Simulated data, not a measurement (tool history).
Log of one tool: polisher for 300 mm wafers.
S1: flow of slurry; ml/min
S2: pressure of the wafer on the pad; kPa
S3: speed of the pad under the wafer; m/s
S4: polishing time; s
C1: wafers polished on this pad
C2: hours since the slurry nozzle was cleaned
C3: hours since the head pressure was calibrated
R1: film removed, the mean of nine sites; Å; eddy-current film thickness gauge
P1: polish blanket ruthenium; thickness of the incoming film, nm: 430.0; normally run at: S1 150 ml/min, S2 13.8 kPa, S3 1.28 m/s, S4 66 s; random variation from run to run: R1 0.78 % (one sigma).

run    day   S1    S2    S3  S4    C1     C2     C3      R1
  1  0.258  150  13.8  1.28  66   269  224.6  345.5   792.6
  2  0.617  150  22.1  1.28  66   376  233.2  354.1  1284.3
  3    0.9  150  13.8  1.28  95   461    240  360.9  1142.1
  4  1.346  110  13.8  1.28  66   595  250.7  371.6  758.28
  5  1.762  150  13.8  1.28  66   719  260.7  381.6  791.24
  6    2.2  150  13.8  1.76  66   850  271.2  392.1  1071.3
  7  2.479  150  13.8  1.28  30   934  277.9  398.8  356.43
  8  2.942  150  13.8  1.28  66  1072    289  409.9   794.3
  9  3.288  150  13.8  1.28  66  1175  297.3  418.2  799.52
 10  3.562  225  13.8  1.28  66  1258  303.9  424.8  845.06
 11  4.108  150   6.2  1.28  66  1421    317  437.9   359.5
 12  4.429  150  13.8  0.58  66  1517  324.7  445.6  360.59
 13  4.792  150  13.8  0.74  88  1625  333.4  454.3  613.72
 14  5.179  150  13.8  1.28  66  1741  342.7  463.6  796.73
 15  5.625  150  13.8  1.28  66  1874  353.4  474.3  780.46
 16  6.129  150  13.8  1.28  66  2025  365.5  486.4  762.97
 17  6.408  150  13.8  1.28  66  2109  372.2  493.1  754.82
 18  6.738  150  13.8  1.28  66  2207  380.1    501  744.16
     6.792  -- worn pad replaced by a new one
 19  7.333  150  13.8  1.28  66   162  394.4  515.3  732.14
 20  7.804  150  13.8  1.28  66   303  405.7  526.6  731.44
 21    8.3  150  13.8  1.28  66   452  417.6  538.5  736.75
 22  8.892  150  13.8  1.28  66   629  431.8  552.7  717.46
 23  9.462  150  13.8  1.28  66   799  445.5  566.4  719.73

What P1 gives has crept away from where it was. These 2 causes fit the log equally well, each at the size given:
A: slurry flow missing at the pad, % = 36.2
B: head's pressure below its setpoint, % = 9.06
The creep began at about day 5.179.
Why every other cause is out:
removal rate lost through wear of the pad, %: serviced at day 6.792, which brought nothing back

4 check runs are offered, each on 5 wafers whose results are averaged, their results left as question marks. Which one tells the causes apart?
check 1  10.033  215   9.7  1.28  66               ?
check 2  10.033  150  21.4  0.62  66               ?
check 3  10.033  150   6.2  1.28  66               ?
check 4  10.033  150  13.8  1.28  30               ?

What each check would give under each cause:
  check  result    if A    if B
check 1      R1  546.75  532.41
check 2      R1  541.78  541.87
check 3      R1  324.73  324.78
check 4      R1  328.01  328.07
How far apart the two closest causes lie, in the result that separates them most: check 1 2.66 %; check 2 0.02 %; check 3 0.02 %; check 4 0.02 %
Check 1 tells the causes apart: in the others they would give nearly the same result.

Check 1 was then run and gave: R1 548.43 Å. Which cause is it?

It is A: slurry flow missing at the pad, %.

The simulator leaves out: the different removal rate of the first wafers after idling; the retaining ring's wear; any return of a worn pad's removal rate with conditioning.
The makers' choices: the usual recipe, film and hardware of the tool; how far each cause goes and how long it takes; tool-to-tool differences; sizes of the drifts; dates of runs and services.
